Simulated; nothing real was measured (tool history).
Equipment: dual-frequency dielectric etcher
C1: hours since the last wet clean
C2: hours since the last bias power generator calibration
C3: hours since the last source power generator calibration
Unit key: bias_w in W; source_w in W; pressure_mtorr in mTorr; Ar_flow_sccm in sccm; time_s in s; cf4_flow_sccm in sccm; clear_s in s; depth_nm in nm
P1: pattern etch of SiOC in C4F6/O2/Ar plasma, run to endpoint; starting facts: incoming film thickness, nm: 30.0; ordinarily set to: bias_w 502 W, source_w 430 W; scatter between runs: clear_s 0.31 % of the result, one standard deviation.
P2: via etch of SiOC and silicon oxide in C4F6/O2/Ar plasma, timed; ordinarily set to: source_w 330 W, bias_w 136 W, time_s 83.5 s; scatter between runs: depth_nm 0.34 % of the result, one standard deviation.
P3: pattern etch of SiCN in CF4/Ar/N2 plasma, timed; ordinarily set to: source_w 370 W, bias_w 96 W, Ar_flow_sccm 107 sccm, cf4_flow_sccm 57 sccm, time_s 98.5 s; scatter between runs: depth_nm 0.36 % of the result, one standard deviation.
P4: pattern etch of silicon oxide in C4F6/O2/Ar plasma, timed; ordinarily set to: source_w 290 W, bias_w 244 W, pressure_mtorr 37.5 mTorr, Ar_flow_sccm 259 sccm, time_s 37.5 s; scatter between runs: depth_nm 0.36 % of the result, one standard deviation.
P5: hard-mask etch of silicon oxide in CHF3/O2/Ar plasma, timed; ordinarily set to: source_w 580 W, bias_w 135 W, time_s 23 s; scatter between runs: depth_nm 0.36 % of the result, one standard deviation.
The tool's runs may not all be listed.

run 1 hour=7.7 | process=P1 bias_w=502 source_w=430 | C1=363.2 C2=1980.4 C3=558.5 | clear_s=9.4936
run 2 hour=14.9 | process=P4 bias_w=244 source_w=290 pressure_mtorr=37.5 Ar_flow_sccm=354 time_s=37.5 | C1=370.4 C2=1987.6 C3=565.7 | depth_nm=117.54
run 3 hour=27.9 | process=P1 bias_w=502 source_w=610 | C1=383.4 C2=2000.6 C3=578.7 | clear_s=8.3192
run 4 hour=36.8 | process=P5 bias_w=135 source_w=580 time_s=34 | C1=392.3 C2=2009.5 C3=587.6 | depth_nm=61.133
run 5 hour=43.5 | process=P5 bias_w=135 source_w=780 time_s=23 | C1=399 C2=2016.2 C3=594.3 | depth_nm=46.581
run 6 hour=55.5 | process=P4 bias_w=244 source_w=180 pressure_mtorr=37.5 Ar_flow_sccm=259 time_s=37.5 | C1=411 C2=2028.2 C3=606.3 | depth_nm=100.9
run 7 hour=63.2 | process=P1 bias_w=602 source_w=320 | C1=418.7 C2=2035.9 C3=614 | clear_s=9.9258
run 8 hour=76.1 | process=P4 bias_w=244 source_w=290 pressure_mtorr=37.5 Ar_flow_sccm=259 time_s=37.5 | C1=431.6 C2=2048.8 C3=626.9 | depth_nm=121.04
run 9 hour=89.7 | process=P4 bias_w=178 source_w=290 pressure_mtorr=37.5 Ar_flow_sccm=259 time_s=37.5 | C1=445.2 C2=2062.4 C3=640.5 | depth_nm=108.85
run 10 hour=101 | process=P3 bias_w=96 source_w=370 Ar_flow_sccm=107 time_s=98.5 cf4_flow_sccm=57 | C1=456.5 C2=2073.7 C3=651.8 | depth_nm=77.058
run 11 hour=108.5 | process=P1 bias_w=502 source_w=340 | C1=464 C2=2081.2 C3=659.3 | clear_s=10.371
run 12 hour=119 | process=P1 bias_w=502 source_w=430 | C1=474.5 C2=2091.7 C3=669.8 | clear_s=9.5545
run 13 hour=125.8 | process=P4 bias_w=244 source_w=290 pressure_mtorr=52.5 Ar_flow_sccm=259 time_s=37.5 | C1=481.3 C2=2098.5 C3=676.6 | depth_nm=117.17
run 14 hour=139.1 | process=P2 bias_w=136 source_w=330 time_s=83.5 | C1=494.6 C2=2111.8 C3=689.9 | depth_nm=82.018
run 15 hour=152.6 | process=P1 bias_w=602 source_w=430 | C1=508.1 C2=2125.3 C3=703.4 | clear_s=8.882
run 16 hour=160.2 | process=P5 bias_w=135 source_w=580 time_s=23 | C1=515.7 C2=2132.9 C3=711 | depth_nm=41.669
run 17 hour=170.1 | process=P2 bias_w=136 source_w=200 time_s=83.5 | C1=525.6 C2=2142.8 C3=720.9 | depth_nm=67.2
run 18 hour=177.5 | process=P3 bias_w=96 source_w=370 Ar_flow_sccm=107 time_s=98.5 cf4_flow_sccm=35 | C1=533 C2=2150.2 C3=728.3 | depth_nm=71.702
run 19 hour=185.4 | process=P3 bias_w=96 source_w=370 Ar_flow_sccm=107 time_s=134 cf4_flow_sccm=57 | C1=540.9 C2=2158.1 C3=736.2 | depth_nm=105.4
run 20 hour=192.8 | process=P1 bias_w=631 source_w=320 | C1=548.3 C2=2165.5 C3=743.6 | clear_s=9.6917
run 21 hour=200.2 | process=P3 bias_w=116 source_w=370 Ar_flow_sccm=107 time_s=98.5 cf4_flow_sccm=57 | C1=555.7 C2=2172.9 C3=751 | depth_nm=82.882
run 22 hour=209.4 | process=P2 bias_w=99 source_w=330 time_s=83.5 | C1=564.9 C2=2182.1 C3=760.2 | depth_nm=74.762
run 23 hour=215.6 | process=P1 bias_w=502 source_w=430 | C1=571.1 C2=2188.3 C3=766.4 | clear_s=9.5205
run 24 hour=223 | process=P3 bias_w=96 source_w=370 Ar_flow_sccm=107 time_s=98.5 cf4_flow_sccm=57 | C1=578.5 C2=2195.7 C3=773.8 | depth_nm=77.239
run 25 hour=236.5 | process=P3 bias_w=96 source_w=480 Ar_flow_sccm=107 time_s=98.5 cf4_flow_sccm=57 | C1=592 C2=2209.2 C3=787.3 | depth_nm=96.707
-- hour=243.2 source power generator calibrated
run 26 hour=244.5 | process=P1 bias_w=403 source_w=430 | C1=600 C2=2217.2 C3=1.4 | clear_s=10.305
run 27 hour=251.9 | process=P1 bias_w=502 source_w=430 | C1=607.4 C2=2224.6 C3=8.8 | clear_s=9.5377
run 28 hour=258.5 | process=P5 bias_w=135 source_w=580 time_s=23 | C1=614 C2=2231.2 C3=15.4 | depth_nm=41.391
run 29 hour=268 | process=P1 bias_w=420 source_w=530 | C1=623.5 C2=2240.7 C3=24.9 | clear_s=9.3524
run 30 hour=277.4 | process=P5 bias_w=170 source_w=580 time_s=23 | C1=632.9 C2=2250.1 C3=34.3 | depth_nm=44.986
run 31 hour=286.2 | process=P4 bias_w=244 source_w=290 pressure_mtorr=37.5 Ar_flow_sccm=259 time_s=26 | C1=641.7 C2=2258.9 C3=43.1 | depth_nm=83.627
run 32 hour=299.1 | process=P3 bias_w=96 source_w=370 Ar_flow_sccm=148 time_s=98.5 cf4_flow_sccm=57 | C1=654.6 C2=2271.8 C3=56 | depth_nm=73.656
run 33 hour=308.6 | process=P2 bias_w=136 source_w=330 time_s=125.5 | C1=664.1 C2=2281.3 C3=65.5 | depth_nm=123.76
run 34 hour=317.6 | process=P1 bias_w=502 source_w=430 | C1=673.1 C2=2290.3 C3=74.5 | clear_s=9.4725
run 35 hour=330.9 | process=P1 bias_w=502 source_w=430 | C1=686.4 C2=2303.6 C3=87.8 | clear_s=9.4379
run 36 hour=339.5 | process=P1 bias_w=502 source_w=430 | C1=695 C2=2312.2 C3=96.4 | clear_s=9.3797
run 37 hour=345.7 | process=P1 bias_w=502 source_w=430 | C1=701.2 C2=2318.4 C3=102.6 | clear_s=9.403
run 38 hour=353.7 | process=P1 bias_w=502 source_w=430 | C1=709.2 C2=2326.4 C3=110.6 | clear_s=9.3711
run 39 hour=362.3 | process=P1 bias_w=502 source_w=430 | C1=717.8 C2=2335 C3=119.2 | clear_s=9.378
-- hour=362.5 wet clean of the chamber
run 40 hour=372.7 | process=P1 bias_w=502 source_w=430 | C1=10.3 C2=2345.4 C3=129.6 | clear_s=9.3932
run 41 hour=381.2 | process=P1 bias_w=502 source_w=430 | C1=18.8 C2=2353.9 C3=138.1 | clear_s=9.3163
run 42 hour=391.6 | process=P1 bias_w=502 source_w=430 | C1=29.2 C2=2364.3 C3=148.5 | clear_s=9.3804
run 43 hour=399.3 | process=P1 bias_w=502 source_w=430 | C1=36.9 C2=2372 C3=156.2 | clear_s=9.3673
run 44 hour=405.8 | process=P1 bias_w=502 source_w=430 | C1=43.4 C2=2378.5 C3=162.7 | clear_s=9.3454

The output of P1 has drifted from where it used to be. Each of the 2 causes below, taken at the size shown beside it, accounts for the log equally well:
A: source power that arrives over what is set, % = 4.63
B: bias power that arrives over what is set, % = 4.58
At approximately hour 317.6, the process output began to creep.
Other possible causes, and why each is ruled out:
chamber walls in a state that raises the etch rate, %: work on it at hour 362.5, done after the drift set in, did not restore what the process gave before

Each of the check runs listed below is run on 2 wafers and reports their average, with the results left as question marks. Pick the one under which the possible causes would lead to clearly different results.
run check 1 hour=412.3 | process=P4 bias_w=244 source_w=290 pressure_mtorr=37.5 Ar_flow_sccm=259 time_s=37.5 | depth_nm=?
run check 2 hour=412.3 | process=P5 bias_w=135 source_w=580 time_s=23 | depth_nm=?
run check 3 hour=412.3 | process=P2 bias_w=136 source_w=330 time_s=83.5 | depth_nm=?
run check 4 hour=412.3 | process=P3 bias_w=96 source_w=370 Ar_flow_sccm=107 time_s=98.5 cf4_flow_sccm=57 | depth_nm=?

What each check would give under each cause:
check=check_1 result=depth_nm if_A=123.35 if_B=123.13
check=check_2 result=depth_nm if_A=42.409 if_B=42.267
check=check_3 result=depth_nm if_A=83.579 if_B=83.251
check=check_4 result=depth_nm if_A=80.203 if_B=78.465
Per-check spread between the two closest causes, in the result where they differ most: check 1 0.18 %; check 2 0.34 %; check 3 0.39 %; check 4 2.19 %
Check 4 tells the causes apart: in the others they would give nearly the same result.

With check 4 done, the readings were: depth_nm 80.232 nm. Identify which of the listed causes applies.

Of the candidate causes, it is A: source power that arrives over what is set, %.
